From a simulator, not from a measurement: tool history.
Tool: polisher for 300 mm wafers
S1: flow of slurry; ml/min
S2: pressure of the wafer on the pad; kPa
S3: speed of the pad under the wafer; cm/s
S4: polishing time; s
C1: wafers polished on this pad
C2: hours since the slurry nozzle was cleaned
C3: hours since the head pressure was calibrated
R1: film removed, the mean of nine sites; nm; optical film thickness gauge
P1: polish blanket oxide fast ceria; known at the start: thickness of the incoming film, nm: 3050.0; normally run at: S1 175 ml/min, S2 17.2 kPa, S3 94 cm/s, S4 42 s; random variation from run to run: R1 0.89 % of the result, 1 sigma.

run	hour	S1	S2	S3	S4	C1	C2	C3	R1
1	9.4	175	17.2	94	42	297	467.7	605.4	630.89
2	19.2	175	17.2	94	42	436	477.5	615.2	621.04
3	32.4	105	17.2	94	42	624	490.7	628.4	563.09
4	43.1	175	17.2	144	42	777	501.4	639.1	961.38
5	53.3	175	17.2	94	42	922	511.6	649.3	623.88
6	61.9	175	17.2	48	42	1045	520.2	657.9	317.23
7	73.7	175	17.2	94	42	1213	532.0	669.7	612.31
8	88.5	260	17.2	94	42	1424	546.8	684.5	661.23
9	96.3	175	23.4	94	42	1535	554.6	692.3	844.87
10	109.2	105	17.2	70	42	1719	567.5	705.2	418.57
11	117.7	175	17.2	94	42	1840	576.0	713.7	625.20
12	126.2	175	22.8	116	42	1961	584.5	722.2	1008.80
13	134.9	175	17.2	94	19	2085	593.2	730.9	279.49
14	142.3	175	17.2	94	42	2190	600.6	738.3	615.85
15	154.9	175	10.3	134	42	2370	613.2	750.9	535.06
16	163.2	175	17.2	94	66	2488	621.5	759.2	979.11
17	174.3	175	7.6	94	42	2646	632.6	770.3	272.43
18	182.3	175	17.2	94	42	2760	640.6	778.3	619.13
19	193.8	175	17.2	94	42	2924	652.1	789.8	605.34
20	201.8	175	17.2	94	42	3038	660.1	797.8	601.68
21	210.3	175	17.2	94	42	3159	668.6	806.3	591.51
22	224.5	175	17.2	94	42	3362	682.8	820.5	588.59
# hour 232.3: head pressure recalibrated
23	234.7	175	17.2	94	42	3507	693.0	2.4	590.07
24	247.8	175	17.2	94	42	3694	706.1	15.5	577.74
25	256.9	175	17.2	94	42	3823	715.2	24.6	577.09

What P1 gives has crept away from where it was. These 2 causes fit the log equally well, each at the size given:
A: slurry flow missing at the pad, % = 29.8
B: removal rate lost through wear of the pad, % = 6.01
The creep began at about hour 182.3.
Why every other cause is out:
head's pressure below its setpoint, %: serviced at hour 232.3, which brought nothing back

4 check runs are offered, each on 5 wafers whose results are averaged, their results left as question marks. Which one tells the causes apart?
check 1	266.0	175	17.2	50	42				?
check 2	266.0	175	7.6	52	42				?
check 3	266.0	175	17.2	138	19				?
check 4	266.0	110	11.0	94	42				?

What each check would give under each cause:
check	result	if A	if B
check 1	R1	311.39	311.43
check 2	R1	142.49	142.51
check 3	R1	388.79	388.84
check 4	R1	332.94	343.84
How far apart the two closest causes lie, in the result that separates them most: check 1 0.01 %; check 2 0.01 %; check 3 0.01 %; check 4 3.22 %
Check 4 tells the causes apart: in the others they would give nearly the same result.

Check 4 was then run and gave: R1 332.15 nm. Which cause is it?

It is A: slurry flow missing at the pad, %.
